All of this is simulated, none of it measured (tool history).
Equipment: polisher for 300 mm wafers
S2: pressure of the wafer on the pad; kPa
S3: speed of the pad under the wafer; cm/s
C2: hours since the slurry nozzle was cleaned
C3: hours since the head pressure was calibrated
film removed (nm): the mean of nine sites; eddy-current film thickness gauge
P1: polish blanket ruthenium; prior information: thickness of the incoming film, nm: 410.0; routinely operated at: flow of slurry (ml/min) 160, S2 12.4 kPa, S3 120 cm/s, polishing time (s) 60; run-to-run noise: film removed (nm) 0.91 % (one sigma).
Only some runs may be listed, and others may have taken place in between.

run 1 day=0.221 | flow_of_slurry_(ml/min)=160 S2=12.4 S3=120 polishing_time_(s)=60 | wafers_polished_on_this_pad=317 C2=113.9 C3=329 | film_removed_(nm)=82.228
run 2 day=0.592 | flow_of_slurry_(ml/min)=160 S2=9 S3=60 polishing_time_(s)=60 | wafers_polished_on_this_pad=393 C2=122.8 C3=337.9 | film_removed_(nm)=29.78
run 3 day=0.862 | flow_of_slurry_(ml/min)=210 S2=12.4 S3=120 polishing_time_(s)=60 | wafers_polished_on_this_pad=450 C2=129.3 C3=344.4 | film_removed_(nm)=85.851
run 4 day=1.133 | flow_of_slurry_(ml/min)=160 S2=12.4 S3=120 polishing_time_(s)=42 | wafers_polished_on_this_pad=506 C2=135.8 C3=350.9 | film_removed_(nm)=57.835
run 5 day=1.608 | flow_of_slurry_(ml/min)=160 S2=12.4 S3=66 polishing_time_(s)=60 | wafers_polished_on_this_pad=604 C2=147.2 C3=362.3 | film_removed_(nm)=44.626
run 6 day=2.104 | flow_of_slurry_(ml/min)=160 S2=12.4 S3=120 polishing_time_(s)=60 | wafers_polished_on_this_pad=707 C2=159.1 C3=374.2 | film_removed_(nm)=83.222
run 7 day=2.333 | flow_of_slurry_(ml/min)=160 S2=12.4 S3=186 polishing_time_(s)=60 | wafers_polished_on_this_pad=754 C2=164.6 C3=379.7 | film_removed_(nm)=127.32
run 8 day=2.783 | flow_of_slurry_(ml/min)=160 S2=6.9 S3=120 polishing_time_(s)=60 | wafers_polished_on_this_pad=847 C2=175.4 C3=390.5 | film_removed_(nm)=46.189
run 9 day=3.125 | flow_of_slurry_(ml/min)=95 S2=12.4 S3=120 polishing_time_(s)=60 | wafers_polished_on_this_pad=918 C2=183.6 C3=398.7 | film_removed_(nm)=74.408
run 10 day=3.392 | flow_of_slurry_(ml/min)=160 S2=15.9 S3=120 polishing_time_(s)=60 | wafers_polished_on_this_pad=973 C2=190 C3=405.1 | film_removed_(nm)=105.68
run 11 day=3.7 | flow_of_slurry_(ml/min)=160 S2=12.4 S3=120 polishing_time_(s)=91 | wafers_polished_on_this_pad=1037 C2=197.4 C3=412.5 | film_removed_(nm)=127.25
run 12 day=4.083 | flow_of_slurry_(ml/min)=160 S2=12.4 S3=120 polishing_time_(s)=60 | wafers_polished_on_this_pad=1116 C2=206.6 C3=421.7 | film_removed_(nm)=83.646
run 13 day=4.412 | flow_of_slurry_(ml/min)=160 S2=12.4 S3=120 polishing_time_(s)=60 | wafers_polished_on_this_pad=1185 C2=214.5 C3=429.6 | film_removed_(nm)=83.048
run 14 day=4.662 | flow_of_slurry_(ml/min)=95 S2=12.4 S3=120 polishing_time_(s)=88 | wafers_polished_on_this_pad=1236 C2=220.5 C3=435.6 | film_removed_(nm)=110.13
run 15 day=5.096 | flow_of_slurry_(ml/min)=160 S2=12.4 S3=120 polishing_time_(s)=60 | wafers_polished_on_this_pad=1326 C2=230.9 C3=446 | film_removed_(nm)=83.416
run 16 day=5.525 | flow_of_slurry_(ml/min)=160 S2=12.4 S3=120 polishing_time_(s)=60 | wafers_polished_on_this_pad=1415 C2=241.2 C3=456.3 | film_removed_(nm)=80.468

Run 17, settings as shown, results not yet in. Your forecast:
run 17 day=5.946 | flow_of_slurry_(ml/min)=160 S2=12.4 S3=120 polishing_time_(s)=60 | wafers_polished_on_this_pad=1502 C2=251.3 C3=466.4 | film_removed_(nm)=?

Run 17 came out at film removed (nm) 76.958.
